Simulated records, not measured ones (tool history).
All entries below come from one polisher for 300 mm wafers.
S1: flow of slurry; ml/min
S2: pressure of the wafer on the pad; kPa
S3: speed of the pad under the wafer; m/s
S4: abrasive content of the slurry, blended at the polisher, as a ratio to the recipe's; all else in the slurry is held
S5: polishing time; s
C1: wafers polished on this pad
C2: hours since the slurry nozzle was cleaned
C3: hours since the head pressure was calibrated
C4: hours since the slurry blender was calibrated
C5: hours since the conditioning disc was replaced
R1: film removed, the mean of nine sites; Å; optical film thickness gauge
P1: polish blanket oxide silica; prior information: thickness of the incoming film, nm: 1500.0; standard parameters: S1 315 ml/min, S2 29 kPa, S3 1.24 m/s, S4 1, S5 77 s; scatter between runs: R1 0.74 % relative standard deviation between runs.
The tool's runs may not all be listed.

run   hour   S1    S2    S3    S4   S5    C1     C2     C3     C4     C5      R1
  1    5.6  315    29  1.24     1   77   713  149.9    603  101.5  192.9  2755.8
  2   10.5  315    29  1.24     1   77   740  154.8  607.9  106.4  197.8  2729.8
  3     15  315    29  1.24     1  116   765  159.3  612.4  110.9  202.3  4109.3
  4     19  315    29  1.24     1   77   788  163.3  616.4  114.9  206.3  2685.6
  5   24.6  190    29  1.24     1   77   819  168.9    622  120.5  211.9  2587.6
  6   28.6  315    29  1.24  1.45   77   842  172.9    626  124.5  215.9  3157.6
  7   33.4  315    29  1.24     1   41   868  177.7  630.8  129.3  220.7  1438.9
  8   40.1  315  21.4  1.24  0.65   77   906  184.4  637.5    136  227.4  1632.6
  9   46.4  475    29  1.24     1   77   941  190.7  643.8  142.3  233.7  2796.3
 10   49.9  315    29  1.24  0.55   77   961  194.2  647.3  145.8  237.2  1989.7
 11   54.5  315    29  1.24     1   77   987  198.8  651.9  150.4  241.8  2732.6
 12   59.5  315    29  1.24     1   77  1015  203.8  656.9  155.4  246.8  2717.4
 13   63.3  315    29  0.56     1   77  1036  207.6  660.7  159.2  250.6    1415
 14   68.4  315  16.5  1.24     1   77  1065  212.7  665.8  164.3  255.7  1542.8
 15   71.4  315  41.4  1.24     1   77  1081  215.7  668.8  167.3  258.7  3903.3
 16   77.8  315    29  1.24     1   77  1117  222.1  675.2  173.7  265.1  2716.2
 17     83  315    29  0.56     1   47  1146  227.3  680.4  178.9  270.3  884.07
 18     87  315  21.4  1.24  1.35   77  1169  231.3  684.4  182.9  274.3  2271.5
 19   91.3  315    29  1.86     1   77  1193  235.6  688.7  187.2  278.6  3771.8
 20     98  315    29  1.24     1   77  1230  242.3  695.4  193.9  285.3  2706.6
 21  101.2  315    29  1.24     1   77  1248  245.5  698.6  197.1  288.5  2642.1
 22    107  315    29  1.24     1   77  1281  251.3  704.4  202.9  294.3  2445.7
 23  112.6  315    29  1.24     1   77  1312  256.9    710  208.5  299.9  2398.8
     115.3  -- head pressure recalibrated
     116.7  -- conditioning disc replaced and pad reconditioned
 24  117.7  315    29  1.24     1   77  1341    262    2.4  213.6    1.1  2366.6
 25  121.1  315    29  1.24     1   77  1360  265.4    5.8    217    4.5  2382.9
 26  125.1  315    29  1.24     1   77  1382  269.4    9.8    221    8.5  2357.5
 27  128.4  315    29  1.24     1   77  1401  272.7   13.1  224.3   11.8  2370.1

P1 no longer gives what it gave before; its output has crept away from where it was. The following 2 causes, each at its listed size, fit the log equally well:
A: removal rate lost through wear of the pad, % = 13.4
B: abrasive missing from the slurry, % = 25.3
The creep began at about hour 98.
All other causes, with the reason each is excluded:
slurry flow missing at the pad, %: limited to 40, which would change R1 by -5.5 %, either short of the creep or opposite in sign
head's pressure below its setpoint, %: maintenance at hour 115.3, after the shift began, did not return the process to its former output
time polished since the conditioner stopped cutting, s: maintenance at hour 116.7, after the shift began, did not return the process to its former output

The 4 check runs listed below each average the results of 2 wafers, and their outcomes are marked with question marks. Under which run would the listed causes produce clearly different results?
check 1  131.7  475  29  1.24     1  77                       ?
check 2  131.7  315  29  1.24  0.55  77                       ?
check 3  131.7  390  29  1.24     1  77                       ?
check 4  131.7  470  29  1.78     1  77                       ?

Predicted outcomes, by check and by cause:
  check  result    if A    if B
check 1      R1  2426.1  2427.7
check 2      R1  1717.9  1647.6
check 3      R1    2396  2397.6
check 4      R1  3237.7  3239.9
How far apart the two closest causes lie, in the result that separates them most: check 1 0.07 %; check 2 4.18 %; check 3 0.07 %; check 4 0.07 %
Only check 2 tells the causes apart: in the others they would give nearly the same result.

After running check 2, the following was obtained: R1 1640.5 Å. Which cause does this point to?

The correct cause is B, namely: abrasive missing from the slurry, %.
